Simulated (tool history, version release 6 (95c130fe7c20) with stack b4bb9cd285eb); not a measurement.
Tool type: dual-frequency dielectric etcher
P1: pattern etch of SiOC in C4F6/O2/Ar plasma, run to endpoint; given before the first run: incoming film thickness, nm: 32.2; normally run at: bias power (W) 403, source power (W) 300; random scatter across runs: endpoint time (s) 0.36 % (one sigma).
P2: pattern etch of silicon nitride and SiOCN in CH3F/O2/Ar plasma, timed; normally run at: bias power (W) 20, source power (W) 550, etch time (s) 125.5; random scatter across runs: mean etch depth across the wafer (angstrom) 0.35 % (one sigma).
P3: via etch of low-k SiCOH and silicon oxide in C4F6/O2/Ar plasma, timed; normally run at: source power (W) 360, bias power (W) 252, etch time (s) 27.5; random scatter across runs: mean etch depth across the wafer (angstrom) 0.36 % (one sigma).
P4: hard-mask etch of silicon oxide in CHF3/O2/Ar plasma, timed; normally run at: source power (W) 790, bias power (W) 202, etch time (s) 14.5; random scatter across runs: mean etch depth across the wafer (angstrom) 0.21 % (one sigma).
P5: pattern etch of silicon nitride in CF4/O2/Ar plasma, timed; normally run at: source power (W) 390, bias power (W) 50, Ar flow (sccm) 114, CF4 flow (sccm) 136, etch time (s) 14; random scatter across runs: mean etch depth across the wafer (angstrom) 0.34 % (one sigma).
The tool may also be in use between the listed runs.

| run | day | process that ran | bias power (W) | source power (W) | etch time (s) | Ar flow (sccm) | CF4 flow (sccm) | hours since the last wet clean | hours since the last bias power generator calibration | hours since the last source power generator calibration | endpoint time (s) | mean etch depth across the wafer (angstrom) |
|---|---|---|---|---|---|---|---|---|---|---|---|---|
| 1 | 0.183 | P1 | 403 | 300 |  |  |  | 273.8 | 1531.5 | 1295.8 | 13.147 |  |
| 2 | 0.396 | P3 | 252 | 360 | 27.5 |  |  | 278.9 | 1536.6 | 1300.9 |  | 684.67 |
| 3 | 0.696 | P5 | 50 | 390 | 14 | 148 | 136 | 286.1 | 1543.8 | 1308.1 |  | 209.98 |
| 4 | 0.971 | P1 | 403 | 300 |  |  |  | 292.7 | 1550.4 | 1314.7 | 13.232 |  |
| 5 | 1.246 | P3 | 252 | 360 | 39 |  |  | 299.3 | 1557 | 1321.3 |  | 978.46 |
| 6 | 1.512 | P5 | 50 | 390 | 8 | 114 | 136 | 305.7 | 1563.4 | 1327.7 |  | 123.24 |
| 7 | 1.75 | P1 | 403 | 300 |  |  |  | 311.4 | 1569.1 | 1333.4 | 13.127 |  |
| 8 | 2.058 | P5 | 50 | 520 | 14 | 114 | 136 | 318.8 | 1576.5 | 1340.8 |  | 278.67 |
| 9 | 2.388 | P2 | 20 | 410 | 125.5 |  |  | 326.7 | 1584.4 | 1348.7 |  | 162.41 |
| 10 | 2.592 | P3 | 252 | 490 | 27.5 |  |  | 331.6 | 1589.3 | 1353.6 |  | 775.36 |
| 11 | 2.85 | P4 | 202 | 790 | 14.5 |  |  | 337.8 | 1595.5 | 1359.8 |  | 333.14 |
| 12 | 3.238 | P1 | 572 | 300 |  |  |  | 347.1 | 1604.8 | 1369.1 | 11.552 |  |
| 13 | 3.612 | P2 | 20 | 550 | 125.5 |  |  | 356.1 | 1613.8 | 1378.1 |  | 181.17 |
| 14 | 3.854 | P4 | 263 | 790 | 14.5 |  |  | 361.9 | 1619.6 | 1383.9 |  | 364.35 |
| 15 | 4.212 | P2 | 20 | 550 | 125.5 |  |  | 370.5 | 1628.2 | 1392.5 |  | 180.24 |
| 16 | 4.396 | P5 | 32 | 390 | 14 | 114 | 136 | 374.9 | 1632.6 | 1396.9 |  | 185.87 |
| 17 | 4.683 | P4 | 202 | 1090 | 14.5 |  |  | 381.8 | 1639.5 | 1403.8 |  | 377.9 |
| 18 | 4.896 | P5 | 50 | 390 | 14 | 114 | 172 | 386.9 | 1644.6 | 1408.9 |  | 222.02 |
| 19 | 5.1 | P1 | 316 | 300 |  |  |  | 391.8 | 1649.5 | 1413.8 | 14.334 |  |
| 20 | 5.358 | P1 | 323 | 230 |  |  |  | 398 | 1655.7 | 1420 | 15.732 |  |
| 21 | 5.554 | P3 | 348 | 360 | 27.5 |  |  | 402.7 | 1660.4 | 1424.7 |  | 775.58 |
| 22 | 5.921 | P4 | 202 | 790 | 8 |  |  | 411.5 | 1669.2 | 1433.5 |  | 184.13 |
| 23 | 6.171 | P1 | 403 | 220 |  |  |  | 417.5 | 1675.2 | 1439.5 | 14.776 |  |
|  | 6.308 | source power generator calibrated |
| 24 | 6.379 | P5 | 50 | 390 | 14 | 114 | 136 | 422.5 | 1680.2 | 1.7 |  | 218.51 |
| 25 | 6.575 | P1 | 403 | 380 |  |  |  | 427.2 | 1684.9 | 6.4 | 11.972 |  |
| 26 | 6.904 | P1 | 246 | 370 |  |  |  | 435.1 | 1692.8 | 14.3 | 14.46 |  |
| 27 | 7.262 | P2 | 14 | 550 | 125.5 |  |  | 443.7 | 1701.4 | 22.9 |  | 156.61 |
| 28 | 7.438 | P1 | 403 | 300 |  |  |  | 447.9 | 1705.6 | 27.1 | 13.251 |  |
| 29 | 7.771 | P2 | 20 | 550 | 162 |  |  | 455.9 | 1713.6 | 35.1 |  | 233.21 |
| 30 | 8.1 | P1 | 403 | 300 |  |  |  | 463.8 | 1721.5 | 43 | 13.21 |  |
| 31 | 8.425 | P1 | 403 | 300 |  |  |  | 471.6 | 1729.3 | 50.8 | 13.239 |  |
| 32 | 8.779 | P1 | 403 | 300 |  |  |  | 480.1 | 1737.8 | 59.3 | 13.412 |  |
| 33 | 9.088 | P1 | 403 | 300 |  |  |  | 487.5 | 1745.2 | 66.7 | 13.38 |  |
| 34 | 9.475 | P1 | 403 | 300 |  |  |  | 496.8 | 1754.5 | 76 | 13.351 |  |
|  | 9.75 | wet clean of the chamber |
| 35 | 9.812 | P1 | 403 | 300 |  |  |  | 1.5 | 1762.6 | 84.1 | 13.38 |  |
| 36 | 10.112 | P1 | 403 | 300 |  |  |  | 8.7 | 1769.8 | 91.3 | 13.298 |  |
| 37 | 10.317 | P1 | 403 | 300 |  |  |  | 13.6 | 1774.7 | 96.2 | 13.369 |  |
| 38 | 10.55 | P1 | 403 | 300 |  |  |  | 19.2 | 1780.3 | 101.8 | 13.334 |  |

The output of P1 has drifted from where it used to be. Each of the 2 causes below, taken at the size shown beside it, accounts for the log equally well:
A: source power that arrives under what is set, % = 4.68
B: bias power that arrives under what is set, % = 4.74
The process output started creeping at around day 8.1.
Other possible causes, and why each is ruled out:
chamber walls in a state that lowers the etch rate, %: serviced after onset, at day 9.75, with no recovery of the prior output

Below are 4 check runs, each averaged over 2 wafers, with their results shown as question marks. Which of them would give clearly different results depending on which cause is behind the drift?
| check 1 | 10.783 | P4 | 202 | 790 | 14.5 |  |  |  |  |  |  | ? |
| check 2 | 10.783 | P2 | 20 | 550 | 125.5 |  |  |  |  |  |  | ? |
| check 3 | 10.783 | P5 | 50 | 390 | 14 | 114 | 136 |  |  |  |  | ? |
| check 4 | 10.783 | P3 | 252 | 360 | 27.5 |  |  |  |  |  |  | ? |

What each check would give under each cause:
| check | result | if A | if B |
|---|---|---|---|
| check 1 | mean etch depth across the wafer (angstrom) | 326.49 | 327.14 |
| check 2 | mean etch depth across the wafer (angstrom) | 177.41 | 176.78 |
| check 3 | mean etch depth across the wafer (angstrom) | 208.33 | 213.33 |
| check 4 | mean etch depth across the wafer (angstrom) | 677.48 | 678.71 |
How far apart the two closest causes lie, in the result that separates them most: check 1 0.2 %; check 2 0.36 %; check 3 2.38 %; check 4 0.18 %
Check 3 tells the causes apart: in the others they would give nearly the same result.

Check 3 has now been run. It gave: mean etch depth across the wafer (angstrom) 213.82. Which of the candidate causes is it?

B is the cause: bias power that arrives under what is set, %.

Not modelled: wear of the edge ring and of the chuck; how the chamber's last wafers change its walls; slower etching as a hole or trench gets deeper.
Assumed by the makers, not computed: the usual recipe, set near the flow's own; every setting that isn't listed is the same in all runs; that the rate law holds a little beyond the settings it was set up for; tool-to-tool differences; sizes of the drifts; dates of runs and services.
